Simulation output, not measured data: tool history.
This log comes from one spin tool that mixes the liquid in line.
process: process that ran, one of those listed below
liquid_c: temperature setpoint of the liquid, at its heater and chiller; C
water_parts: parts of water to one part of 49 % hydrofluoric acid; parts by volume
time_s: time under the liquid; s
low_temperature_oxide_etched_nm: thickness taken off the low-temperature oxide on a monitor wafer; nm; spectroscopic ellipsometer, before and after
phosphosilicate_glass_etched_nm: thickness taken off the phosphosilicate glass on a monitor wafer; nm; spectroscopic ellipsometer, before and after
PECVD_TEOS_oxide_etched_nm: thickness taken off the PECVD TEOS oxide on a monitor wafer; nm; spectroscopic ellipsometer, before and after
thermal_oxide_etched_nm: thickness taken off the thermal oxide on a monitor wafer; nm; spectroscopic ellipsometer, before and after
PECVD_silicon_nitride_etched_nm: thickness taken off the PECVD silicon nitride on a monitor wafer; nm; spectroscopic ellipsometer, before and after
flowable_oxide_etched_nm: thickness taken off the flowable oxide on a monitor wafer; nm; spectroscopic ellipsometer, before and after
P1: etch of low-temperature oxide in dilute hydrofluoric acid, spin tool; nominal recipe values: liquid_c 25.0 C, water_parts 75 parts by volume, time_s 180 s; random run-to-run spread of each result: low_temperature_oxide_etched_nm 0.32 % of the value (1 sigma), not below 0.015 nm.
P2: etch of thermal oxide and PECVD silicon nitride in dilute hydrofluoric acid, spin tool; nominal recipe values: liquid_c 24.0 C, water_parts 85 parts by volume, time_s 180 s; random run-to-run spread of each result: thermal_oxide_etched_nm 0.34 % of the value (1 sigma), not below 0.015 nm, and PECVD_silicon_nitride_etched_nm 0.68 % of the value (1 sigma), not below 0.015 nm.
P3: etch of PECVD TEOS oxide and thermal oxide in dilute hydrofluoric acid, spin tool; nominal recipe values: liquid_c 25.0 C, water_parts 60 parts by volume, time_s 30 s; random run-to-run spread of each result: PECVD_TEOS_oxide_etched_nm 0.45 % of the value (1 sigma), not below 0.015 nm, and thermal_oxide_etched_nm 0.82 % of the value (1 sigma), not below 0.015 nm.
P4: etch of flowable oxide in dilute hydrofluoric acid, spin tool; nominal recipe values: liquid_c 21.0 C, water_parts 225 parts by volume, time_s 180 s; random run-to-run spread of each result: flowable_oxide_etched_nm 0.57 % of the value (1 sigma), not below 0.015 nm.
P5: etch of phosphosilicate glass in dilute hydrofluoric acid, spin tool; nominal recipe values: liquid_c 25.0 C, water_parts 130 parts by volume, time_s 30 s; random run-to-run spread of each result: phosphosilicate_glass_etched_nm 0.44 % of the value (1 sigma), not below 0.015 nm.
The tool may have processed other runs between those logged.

run	hour	process	liquid_c	water_parts	time_s	hours since the thermometer was replaced	hours since the hydrofluoric acid flow meter was replaced	low_temperature_oxide_etched_nm	phosphosilicate_glass_etched_nm	PECVD_TEOS_oxide_etched_nm	thermal_oxide_etched_nm	PECVD_silicon_nitride_etched_nm	flowable_oxide_etched_nm
1	3.9	P1	25.0	75	180	276.4	286.4	27.682					
2	9.4	P1	25.0	20	180	281.9	291.9	111.430					
3	12.9	P1	17.0	75	180	285.4	295.4	19.853					
4	16.7	P5	25.0	130	30	289.2	299.2		19.436				
5	20.9	P1	30.0	125	180	293.4	303.4	18.647					
6	25.4	P3	25.0	60	30	297.9	307.9			15.668	2.5890		
7	28.5	P3	25.0	60	30	301.0	311.0			15.638	2.5544		
8	32.1	P1	32.0	75	180	304.6	314.6	36.340					
9	37.0	P1	25.0	135	180	309.5	319.5	14.176					
10	42.0	P5	25.0	55	30	314.5	324.5		50.508				
11	47.6	P1	25.0	75	320	320.1	330.1	48.687					
12	52.9	P1	25.0	75	180	325.4	335.4	27.542					
13	58.5	P2	24.0	85	180	331.0	341.0				9.6587	4.3479	
14	63.2	P2	17.0	85	180	335.7	345.7				7.2711	2.6730	
15	67.1	P1	25.0	75	180	339.6	349.6	27.599					
16	71.4	P3	25.0	60	60	343.9	353.9			31.005	5.1389		
17	76.1	P4	17.0	225	180	348.6	358.6						18.560
18	79.6	P3	25.0	95	30	352.1	362.1			9.398	1.5720		
19	82.4	P2	24.0	140	180	354.9	364.9				5.5265	2.6468	
20	85.2	P5	20.5	130	30	357.7	367.7		16.336				
21	89.1	P2	24.0	85	310	361.6	371.6				16.8820	7.5905	
22	92.8	P4	21.0	225	275	365.3	375.3						33.196
23	96.1	P3	19.0	60	30	368.6	378.6			12.117	2.0021		
24	100.4	P1	25.0	75	180	372.9	382.9	27.623					
25	104.9	P4	21.0	40	180	377.4	387.4						148.810
26	109.6	P1	25.0	75	95	382.1	392.1	14.553					
27	114.6	P4	21.0	225	180	387.1	397.1						21.803
28	118.1	P5	25.0	130	55	390.6	400.6		35.285				
29	123.3	P1	25.0	75	180	395.8	405.8	27.574					
30	125.8	P1	25.0	75	180	398.3	408.3	27.047					
31	128.3	P1	25.0	75	180	400.8	410.8	26.647					
32	131.0	P1	25.0	75	180	403.5	413.5	26.446					

What will run 33 give?
33	135.3	P1	25.0	75	180	407.8	417.8	?					

{"run 33": {"low_temperature_oxide_etched_nm": 26.052}}

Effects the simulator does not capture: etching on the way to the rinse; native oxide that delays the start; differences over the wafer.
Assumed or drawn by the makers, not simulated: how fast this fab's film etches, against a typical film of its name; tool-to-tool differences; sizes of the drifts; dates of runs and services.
